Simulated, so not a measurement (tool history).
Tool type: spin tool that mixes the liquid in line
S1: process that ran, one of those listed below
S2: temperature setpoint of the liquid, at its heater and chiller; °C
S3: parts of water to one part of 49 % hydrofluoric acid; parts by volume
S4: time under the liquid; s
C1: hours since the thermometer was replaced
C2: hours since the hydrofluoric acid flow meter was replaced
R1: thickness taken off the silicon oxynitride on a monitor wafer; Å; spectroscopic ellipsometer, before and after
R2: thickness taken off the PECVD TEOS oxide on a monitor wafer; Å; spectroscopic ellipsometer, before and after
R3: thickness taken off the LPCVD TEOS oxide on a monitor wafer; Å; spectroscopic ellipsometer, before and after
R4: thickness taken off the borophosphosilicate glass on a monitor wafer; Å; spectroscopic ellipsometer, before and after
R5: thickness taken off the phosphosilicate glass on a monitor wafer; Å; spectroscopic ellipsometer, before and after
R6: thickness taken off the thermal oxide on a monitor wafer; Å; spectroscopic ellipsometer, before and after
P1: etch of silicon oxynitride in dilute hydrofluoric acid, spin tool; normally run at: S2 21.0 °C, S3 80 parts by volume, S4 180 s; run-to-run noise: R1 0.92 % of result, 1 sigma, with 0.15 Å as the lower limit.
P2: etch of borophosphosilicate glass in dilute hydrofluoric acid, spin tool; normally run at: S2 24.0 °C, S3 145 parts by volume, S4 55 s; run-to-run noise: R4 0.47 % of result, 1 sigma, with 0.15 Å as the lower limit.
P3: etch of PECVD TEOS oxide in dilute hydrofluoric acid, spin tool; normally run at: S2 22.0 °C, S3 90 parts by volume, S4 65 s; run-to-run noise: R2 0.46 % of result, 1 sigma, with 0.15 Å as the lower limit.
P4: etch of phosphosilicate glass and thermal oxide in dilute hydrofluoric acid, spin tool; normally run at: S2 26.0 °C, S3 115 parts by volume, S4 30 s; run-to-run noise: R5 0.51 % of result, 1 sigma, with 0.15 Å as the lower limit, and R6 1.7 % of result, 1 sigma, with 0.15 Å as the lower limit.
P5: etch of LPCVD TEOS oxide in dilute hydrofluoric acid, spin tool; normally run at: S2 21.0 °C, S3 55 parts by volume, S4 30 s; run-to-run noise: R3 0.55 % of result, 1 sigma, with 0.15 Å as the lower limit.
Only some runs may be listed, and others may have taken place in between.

| run | hour | S1 | S2 | S3 | S4 | C1 | C2 | R1 | R2 | R3 | R4 | R5 | R6 |
|---|---|---|---|---|---|---|---|---|---|---|---|---|---|
| 1 | 3.5 | P1 | 21.0 | 80 | 180 | 207.4 | 254.6 | 30.145 |  |  |  |  |  |
| 2 | 9.5 | P1 | 21.0 | 80 | 180 | 213.4 | 260.6 | 29.143 |  |  |  |  |  |
| 3 | 14.9 | P3 | 22.0 | 90 | 65 | 218.8 | 266.0 |  | 100.060 |  |  |  |  |
| 4 | 21.6 | P5 | 21.0 | 55 | 30 | 225.5 | 272.7 |  |  | 258.05 |  |  |  |
| 5 | 25.7 | P3 | 22.0 | 20 | 65 | 229.6 | 276.8 |  | 489.900 |  |  |  |  |
| 6 | 31.7 | P1 | 21.0 | 80 | 180 | 235.6 | 282.8 | 29.850 |  |  |  |  |  |
| 7 | 38.1 | P5 | 21.0 | 55 | 30 | 242.0 | 289.2 |  |  | 253.19 |  |  |  |
| 8 | 41.9 | P1 | 21.0 | 80 | 180 | 245.8 | 293.0 | 29.789 |  |  |  |  |  |
| 9 | 46.2 | P1 | 21.0 | 145 | 180 | 250.1 | 297.3 | 15.473 |  |  |  |  |  |
| 10 | 53.0 | P1 | 17.0 | 35 | 180 | 256.9 | 304.1 | 57.856 |  |  |  |  |  |
| 11 | 56.8 | P1 | 17.0 | 80 | 180 | 260.7 | 307.9 | 24.616 |  |  |  |  |  |
| 12 | 61.5 | P5 | 21.0 | 30 | 30 | 265.4 | 312.6 |  |  | 478.65 |  |  |  |
| 13 | 66.2 | P2 | 24.0 | 240 | 55 | 270.1 | 317.3 |  |  |  | 143.28 |  |  |
| 14 | 72.9 | P1 | 21.0 | 80 | 65 | 276.8 | 324.0 | 10.734 |  |  |  |  |  |
| 15 | 77.4 | P2 | 24.0 | 145 | 110 | 281.3 | 328.5 |  |  |  | 531.75 |  |  |
| 16 | 83.0 | P1 | 21.0 | 25 | 180 | 286.9 | 334.1 | 98.822 |  |  |  |  |  |
| 17 | 87.9 | P4 | 26.0 | 115 | 30 | 291.8 | 339.0 |  |  |  |  | 538.48 | 13.6720 |
| 18 | 91.5 | P1 | 21.0 | 80 | 180 | 295.4 | 342.6 | 29.463 |  |  |  |  |  |
| 19 | 97.9 | P1 | 21.0 | 80 | 180 | 301.8 | 349.0 | 29.923 |  |  |  |  |  |
| 20 | 103.1 | P1 | 25.5 | 80 | 180 | 307.0 | 354.2 | 37.184 |  |  |  |  |  |
| 21 | 110.8 | P4 | 18.5 | 115 | 30 | 314.7 | 361.9 |  |  |  |  | 396.33 | 9.9667 |
| 22 | 117.7 | P2 | 24.0 | 145 | 55 | 321.6 | 368.8 |  |  |  | 267.92 |  |  |
| 23 | 123.8 | P1 | 21.0 | 80 | 315 | 327.7 | 374.9 | 51.190 |  |  |  |  |  |
| 24 | 129.7 | P5 | 17.0 | 55 | 30 | 333.6 | 380.8 |  |  | 212.85 |  |  |  |
| 25 | 135.8 | P3 | 22.0 | 90 | 105 | 339.7 | 386.9 |  | 162.080 |  |  |  |  |
| 26 | 143.8 | P2 | 30.0 | 145 | 55 | 347.7 | 394.9 |  |  |  | 333.10 |  |  |
| 27 | 150.9 | P5 | 21.0 | 55 | 15 | 354.8 | 402.0 |  |  | 125.84 |  |  |  |
| 28 | 157.4 | P4 | 26.0 | 115 | 15 | 361.3 | 408.5 |  |  |  |  | 268.61 | 6.7131 |
| 29 | 161.6 | P4 | 26.0 | 20 | 30 | 365.5 | 412.7 |  |  |  |  | 3482.70 | 87.2000 |
| 30 | 167.6 | P3 | 18.5 | 90 | 65 | 371.5 | 418.7 |  | 87.278 |  |  |  |  |
| 31 | 172.1 | P1 | 21.0 | 80 | 180 | 376.0 | 423.2 | 29.393 |  |  |  |  |  |
| 32 | 177.0 | P1 | 21.0 | 80 | 180 | 380.9 | 428.1 | 30.567 |  |  |  |  |  |
| 33 | 182.4 | P1 | 21.0 | 80 | 180 | 386.3 | 433.5 | 31.379 |  |  |  |  |  |
| 34 | 186.8 | P1 | 21.0 | 80 | 180 | 390.7 | 437.9 | 31.761 |  |  |  |  |  |
| 35 | 194.8 | P1 | 21.0 | 80 | 180 | 398.7 | 445.9 | 32.002 |  |  |  |  |  |
| 36 | 201.9 | P1 | 21.0 | 80 | 180 | 405.8 | 453.0 | 31.592 |  |  |  |  |  |
| 37 | 209.3 | P1 | 21.0 | 80 | 180 | 413.2 | 460.4 | 32.225 |  |  |  |  |  |
| 38 | 215.6 | P1 | 21.0 | 80 | 180 | 419.5 | 466.7 | 32.163 |  |  |  |  |  |

The log shows P1 creeping away from where it was. Any of the 2 causes listed here, at the size stated for it, fits the log just as well as the others:
A: liquid hotter than its thermometer reads (K) = 1.44
B: hydrofluoric acid flow above the setpoint (%) = 6.8
The creep began at about hour 172.1.

The list below offers 4 check runs, each averaging the results of 2 wafers, and shows each result as a question mark. For which of them would the listed causes give clearly different results?
| check 1 | 221.9 | P5 | 21.0 | 35 | 30 |  |  |  |  | ? |  |  |  |
| check 2 | 221.9 | P4 | 18.5 | 45 | 30 |  |  |  |  |  |  | ? | ? |
| check 3 | 221.9 | P2 | 29.5 | 185 | 55 |  |  |  |  |  | ? |  |  |
| check 4 | 221.9 | P3 | 22.0 | 25 | 100 |  |  |  | ? |  |  |  |  |

Expected result of each check under each candidate cause:
| check | result | if A | if B |
|---|---|---|---|
| check 1 | R3 | 434.68 | 437.99 |
| check 2 | R5 | 1170.10 | 1178.90 |
| check 2 | R6 | 29.3490 | 29.5690 |
| check 3 | R4 | 256.52 | 264.40 |
| check 4 | R2 | 641.430 | 645.710 |
Smallest distance between any two causes, each pair judged by its most separating result, in per cent: check 1 0.76 %; check 2 0.75 %; check 3 3.03 %; check 4 0.67 %
The other checks would show nearly matching results whichever cause is true, so check 3 is the only one that separates the causes.

Check 3 was carried out, with these results: R4 256.90 Å. Which of the listed causes is responsible?

It was cause A: liquid hotter than its thermometer reads (K).
